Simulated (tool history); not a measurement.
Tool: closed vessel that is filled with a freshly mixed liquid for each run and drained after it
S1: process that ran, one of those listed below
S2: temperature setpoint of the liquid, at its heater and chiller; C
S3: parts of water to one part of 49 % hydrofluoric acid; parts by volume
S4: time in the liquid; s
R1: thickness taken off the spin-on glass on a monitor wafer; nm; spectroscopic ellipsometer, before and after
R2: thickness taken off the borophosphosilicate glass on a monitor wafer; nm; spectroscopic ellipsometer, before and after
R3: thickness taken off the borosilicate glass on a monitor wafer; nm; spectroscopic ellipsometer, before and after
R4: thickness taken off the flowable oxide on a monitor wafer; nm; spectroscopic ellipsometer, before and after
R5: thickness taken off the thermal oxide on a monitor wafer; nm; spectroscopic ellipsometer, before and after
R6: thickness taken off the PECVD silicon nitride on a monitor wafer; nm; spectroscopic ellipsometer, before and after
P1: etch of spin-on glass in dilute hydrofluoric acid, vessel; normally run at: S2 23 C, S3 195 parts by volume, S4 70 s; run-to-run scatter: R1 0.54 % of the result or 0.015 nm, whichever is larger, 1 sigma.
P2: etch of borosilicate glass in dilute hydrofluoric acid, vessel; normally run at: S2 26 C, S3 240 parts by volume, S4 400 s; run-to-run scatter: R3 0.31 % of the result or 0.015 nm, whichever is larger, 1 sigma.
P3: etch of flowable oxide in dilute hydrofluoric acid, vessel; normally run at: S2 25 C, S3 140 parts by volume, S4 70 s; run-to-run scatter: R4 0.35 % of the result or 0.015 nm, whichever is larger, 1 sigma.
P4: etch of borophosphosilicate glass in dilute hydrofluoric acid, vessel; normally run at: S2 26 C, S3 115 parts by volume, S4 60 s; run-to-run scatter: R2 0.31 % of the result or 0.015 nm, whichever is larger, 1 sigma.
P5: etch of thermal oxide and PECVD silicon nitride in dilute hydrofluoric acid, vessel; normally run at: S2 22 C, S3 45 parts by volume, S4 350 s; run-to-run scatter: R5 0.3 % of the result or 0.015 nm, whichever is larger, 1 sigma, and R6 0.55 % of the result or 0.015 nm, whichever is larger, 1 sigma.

run	hour	S1	S2	S3	S4	R1	R2	R3	R4	R5	R6
1	10.5	P1	23	195	70	12.752					
2	20.8	P4	26	60	60		62.523				
3	32.8	P2	26	240	400			37.412			
4	46.3	P3	25	140	70				12.535		
5	61.4	P3	25	140	30				5.352		
6	74.6	P3	25	215	70				7.5037		
7	91.2	P1	23	195	120	22.081					
8	99.5	P5	22	45	350					35.844	18.906
9	109	P1	23	70	70	41.086					
10	120.2	P4	26	115	105		53.235				
11	130.5	P1	19.5	195	70	11.162					
12	148	P1	28	195	70	15.368					
13	165.4	P1	23	195	70	12.619					
14	177.8	P5	22	70	350					22.24	12.329
15	193	P1	29	350	70	7.4863					
16	204.8	P1	23	320	70	6.8523					
17	218.3	P1	23	195	70	12.795					
18	233.9	P1	23	195	70	12.804					
19	252.7	P1	28	195	30	6.5776					
20	262.6	P3	20	140	70				10.308		
21	280.7	P4	26	115	60		30.37				
22	295.5	P2	26	240	755			70.661			
23	303.9	P5	17	45	350					28.869	13.432
24	315.9	P1	28.5	195	30	6.6401					
25	332.3	P2	21.5	240	400			31.829			

Forecast run 26:
26	341.1	P4	21	115	60		?				

Run 26 gave R2 24.98 nm.
